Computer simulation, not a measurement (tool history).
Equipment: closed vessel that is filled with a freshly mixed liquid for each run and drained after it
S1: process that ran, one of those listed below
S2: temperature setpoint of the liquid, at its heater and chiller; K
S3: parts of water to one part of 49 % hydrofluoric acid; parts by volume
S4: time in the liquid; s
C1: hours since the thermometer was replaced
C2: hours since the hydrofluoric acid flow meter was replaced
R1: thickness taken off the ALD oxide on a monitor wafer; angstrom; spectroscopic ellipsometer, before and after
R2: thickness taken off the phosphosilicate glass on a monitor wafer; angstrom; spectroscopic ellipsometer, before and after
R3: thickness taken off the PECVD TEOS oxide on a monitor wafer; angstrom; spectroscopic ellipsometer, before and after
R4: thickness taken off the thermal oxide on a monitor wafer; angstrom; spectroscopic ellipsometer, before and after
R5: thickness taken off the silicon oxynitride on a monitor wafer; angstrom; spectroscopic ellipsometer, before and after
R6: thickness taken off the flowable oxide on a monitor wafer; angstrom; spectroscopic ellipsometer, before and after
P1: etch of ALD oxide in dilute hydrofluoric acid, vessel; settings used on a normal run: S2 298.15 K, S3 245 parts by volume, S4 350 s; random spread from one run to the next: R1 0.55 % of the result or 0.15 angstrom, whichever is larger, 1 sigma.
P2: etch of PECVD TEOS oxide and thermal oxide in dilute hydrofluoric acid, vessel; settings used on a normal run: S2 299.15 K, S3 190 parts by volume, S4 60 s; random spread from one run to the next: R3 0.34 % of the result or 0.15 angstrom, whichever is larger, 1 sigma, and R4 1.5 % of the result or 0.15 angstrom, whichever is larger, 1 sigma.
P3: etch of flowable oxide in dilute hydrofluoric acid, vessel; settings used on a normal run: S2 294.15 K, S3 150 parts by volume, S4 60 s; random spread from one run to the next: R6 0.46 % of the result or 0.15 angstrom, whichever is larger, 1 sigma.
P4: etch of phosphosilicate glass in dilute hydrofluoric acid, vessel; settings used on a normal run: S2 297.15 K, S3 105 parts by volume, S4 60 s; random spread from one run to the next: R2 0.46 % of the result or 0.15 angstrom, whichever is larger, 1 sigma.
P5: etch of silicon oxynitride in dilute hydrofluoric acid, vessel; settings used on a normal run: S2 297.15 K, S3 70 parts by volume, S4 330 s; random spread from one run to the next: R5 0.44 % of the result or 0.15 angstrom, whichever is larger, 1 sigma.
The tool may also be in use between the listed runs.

run	hour	S1	S2	S3	S4	C1	C2	R1	R2	R3	R4	R5	R6
1	5.7	P1	298.15	245	350	357.9	995.1	173.510					
2	16.5	P4	297.15	105	60	368.7	1005.9		599.93				
3	24.6	P2	299.15	190	60	376.8	1014.0			86.041	14.1120		
4	35.8	P1	293.65	245	350	388.0	1025.2	147.100					
5	42.0	P4	292.65	105	60	394.2	1031.4		498.31				
6	49.9	P5	297.15	70	330	402.1	1039.3					105.470	
7	55.9	P3	294.15	150	60	408.1	1045.3						151.130
8	63.9	P4	297.15	185	60	416.1	1053.3		307.95				
9	74.1	P1	298.15	145	350	426.3	1063.5	325.540					
10	81.0	P1	292.15	405	350	433.2	1070.4	73.661					
11	92.0	P3	294.15	150	95	444.2	1081.4						239.130
12	102.8	P5	297.15	70	330	455.0	1092.2					106.450	
13	112.9	P1	298.15	360	60	465.1	1102.3	17.739					
14	123.8	P1	298.15	245	680	476.0	1113.2	337.820					
15	129.7	P1	298.15	335	350	481.9	1119.1	115.140					
16	138.5	P2	299.15	285	60	490.7	1127.9			51.988	8.8533		
17	149.8	P2	299.15	190	115	502.0	1139.2			166.540	27.3490		
18	160.4	P5	297.15	20	330	512.6	1149.8					385.410	
19	167.5	P1	298.15	245	30	519.7	1156.9	14.711					
20	178.0	P1	298.15	245	350	530.2	1167.4	173.280					
21	185.9	P2	299.15	190	60	538.1	1175.3			86.504	14.5830		
22	196.1	P3	301.65	150	60	548.3	1185.5						201.110
23	203.8	P1	298.15	245	350	556.0	1193.2	173.300					
24	215.2	P1	301.65	245	610	567.4	1204.6	338.780					
25	222.4	P1	302.65	245	350	574.6	1211.8	201.220					
26	229.7	P1	298.15	245	350	581.9	1219.1	172.340					
27	235.2	P2	306.65	190	60	587.4	1224.6			112.690	18.5330		
28	246.6	P5	305.15	70	330	598.8	1236.0					153.940	
29	253.7	P4	297.15	105	115	605.9	1243.1		1150.10				
30	260.6	P1	298.15	245	350	612.8	1250.0	173.200					
31	266.5	P4	297.15	105	60	618.7	1255.9		592.86				
32	277.1	P5	297.15	70	100	629.3	1266.5					32.461	
33	288.1	P3	294.15	250	60	640.3	1277.5						81.903
34	293.8	P1	298.15	245	350	646.0	1283.2	172.470					
35	305.5	P1	298.15	245	350	657.7	1294.9	166.400					
36	312.3	P1	298.15	245	350	664.5	1301.7	164.250					
37	318.0	P1	298.15	245	350	670.2	1307.4	163.550					
38	325.2	P1	298.15	245	350	677.4	1314.6	163.650					
39	336.0	P1	298.15	245	350	688.2	1325.4	163.700					
40	341.2	P1	298.15	245	350	693.4	1330.6	163.370					
41	347.6	P1	298.15	245	350	699.8	1337.0	162.170					
42	353.4	P1	298.15	245	350	705.6	1342.8	161.020					

What P1 gives has crept away from where it was. These 2 causes fit the log equally well, each at the size given:
A: liquid colder than its thermometer reads (K) = 1.88
B: hydrofluoric acid flow below the setpoint (%) = 5.19
The process output started creeping at around hour 293.8.

Consider the 4 single-wafer check runs listed below, results given as question marks: which one distinguishes between the causes by giving clearly different results for each?
check 1	359.2	P2	299.15	255	115					?	?		
check 2	359.2	P3	301.15	150	60								?
check 3	359.2	P4	297.15	180	100				?				
check 4	359.2	P5	297.15	25	330							?	

Outcome of each check run for each possible cause:
check	result	if A	if B
check 1	R3	107.490	107.300
check 1	R4	17.6700	17.6390
check 2	R6	184.460	185.600
check 3	R2	495.04	498.55
check 4	R5	279.980	291.390
Minimum pairwise separation of causes per check, each pair taken at its best-separating result: check 1 0.17 %; check 2 0.61 %; check 3 0.71 %; check 4 3.99 %
Of the check runs offered, only check 4 discriminates between the causes; the rest would read about the same regardless of which cause applies.

Check 4 has now been run. It gave: R5 291.240 angstrom. Which of the candidate causes is it?

B is the cause: hydrofluoric acid flow below the setpoint (%).
